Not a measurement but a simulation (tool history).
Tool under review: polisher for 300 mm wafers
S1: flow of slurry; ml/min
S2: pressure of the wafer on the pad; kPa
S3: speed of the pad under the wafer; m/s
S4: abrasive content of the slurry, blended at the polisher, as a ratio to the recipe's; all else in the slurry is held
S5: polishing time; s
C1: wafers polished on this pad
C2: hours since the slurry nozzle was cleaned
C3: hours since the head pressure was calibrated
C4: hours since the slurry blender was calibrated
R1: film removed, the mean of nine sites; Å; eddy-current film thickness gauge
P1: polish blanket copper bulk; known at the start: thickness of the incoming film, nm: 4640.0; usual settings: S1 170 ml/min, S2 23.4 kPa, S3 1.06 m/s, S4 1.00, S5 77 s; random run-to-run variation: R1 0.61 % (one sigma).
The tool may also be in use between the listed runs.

run   hour   S1    S2    S3    S4   S5   C1     C2     C3     C4       R1
  1    3.0  170  23.4  1.06  1.00   77  167  491.0  288.4   90.2  10633.0
  2    8.2  170  23.4  1.06  1.00   77  198  496.2  293.6   95.4  10480.0
  3   14.0  170  23.4  1.06  1.00  110  233  502.0  299.4  101.2  15206.0
  4   19.1  170  23.4  1.06  0.70   77  263  507.1  304.5  106.3   9820.9
  5   24.8  100  23.4  1.06  1.00  111  297  512.8  310.2  112.0  13717.0
  6   27.4  170  23.4  0.58  1.00   77  313  515.4  312.8  114.6   5757.8
  7   32.0  170  23.4  1.06  1.00   77  340  520.0  317.4  119.2  10508.0
  8   37.7  170  36.5  1.06  1.00   77  374  525.7  323.1  124.9  16539.0
  9   42.8  170  23.4  1.06  1.00   55  405  530.8  328.2  130.0   7452.1
 10   46.0  170  23.4  1.06  1.00   77  424  534.0  331.4  133.2  10570.0
 11   50.1  100  23.4  1.06  1.00   77  448  538.1  335.5  137.3   9438.8
 12   55.8  170  23.4  1.06  1.00   77  482  543.8  341.2  143.0  10659.0
 13   58.5  260  23.4  1.06  0.65   77  499  546.5  343.9  145.7  10084.0
 14   63.7  170  23.4  1.66  1.00   77  530  551.7  349.1  150.9  16440.0
      65.5  -- head pressure recalibrated
 15   67.5  170  23.4  1.06  1.00   77  552  555.5    2.0  154.7  10574.0
 16   71.9  170  23.4  1.06  1.45   77  579  559.9    6.4  159.1  11458.0
 17   77.6  210  12.4  1.06  1.00   77  613  565.6   12.1  164.8   5762.3
 18   82.0  260  23.4  1.06  1.00   77  639  570.0   16.5  169.2  11126.0
 19   85.2  170  16.5  1.06  1.00   77  658  573.2   19.7  172.4   7400.4
 20   90.7  170  23.4  1.06  1.00   77  691  578.7   25.2  177.9  10526.0
 21   93.5  170  23.4  1.06  1.00   77  708  581.5   28.0  180.7  10379.0
 22   97.6  170  23.4  1.06  1.00   77  732  585.6   32.1  184.8  10254.0
 23  101.4  170  23.4  1.06  1.00   77  755  589.4   35.9  188.6  10052.0
 24  104.1  170  23.4  1.06  1.00   77  771  592.1   38.6  191.3  10008.0
     104.4  -- head pressure recalibrated
     104.5  -- slurry blender recalibrated
 25  106.7  170  23.4  1.06  1.00   77  787  594.7    2.4    2.2   9983.1
 26  110.2  170  23.4  1.06  1.00   77  807  598.2    5.9    5.7   9910.7
 27  114.1  170  23.4  1.06  1.00   77  831  602.1    9.8    9.6   9816.8
 28  116.7  170  23.4  1.06  1.00   77  846  604.7   12.4   12.2   9851.2
 29  120.2  170  23.4  1.06  1.00   77  867  608.2   15.9   15.7   9645.5
 30  123.0  170  23.4  1.06  1.00   77  884  611.0   18.7   18.5   9742.9
 31  128.0  170  23.4  1.06  1.00   77  914  616.0   23.7   23.5   9716.1

P1 no longer gives what it gave before; its output has crept away from where it was. The following 2 causes, each at its listed size, fit the log equally well:
A: slurry flow missing at the pad, % = 33.1
B: removal rate lost through wear of the pad, % = 7.23
The onset of the drift is placed at about hour 90.7.
Every other cause this tool's parts could produce, and why it does not fit the log:
head's pressure below its setpoint, %: maintenance at hour 104.4, after the shift began, did not return the process to its former output
abrasive missing from the slurry, %: maintenance at hour 104.5, after the shift began, did not return the process to its former output

Consider the 4 single-wafer check runs listed below, results given as question marks: which one distinguishes between the causes by giving clearly different results for each?
check 1  133.0  170  23.4  1.30  1.00  77                   ?
check 2  133.0  210  36.5  1.06  1.00  77                   ?
check 3  133.0  100  29.0  1.06  1.00  77                   ?
check 4  133.0  170  23.4  1.56  1.00  77                   ?

What every check run would give for each of its results, assuming each possible cause in turn:
  check  result     if A     if B
check 1      R1  11963.0  11964.0
check 2      R1  15872.0  15664.0
check 3      R1  10363.0  10843.0
check 4      R1  14355.0  14357.0
Minimum pairwise separation of causes per check, each pair taken at its best-separating result: check 1 0.01 %; check 2 1.32 %; check 3 4.53 %; check 4 0.01 %
Check 3 tells the causes apart: in the others they would give nearly the same result.

Then check 3 was run and gave: R1 10439.0 Å. Which cause is it?

It was cause A: slurry flow missing at the pad, %.
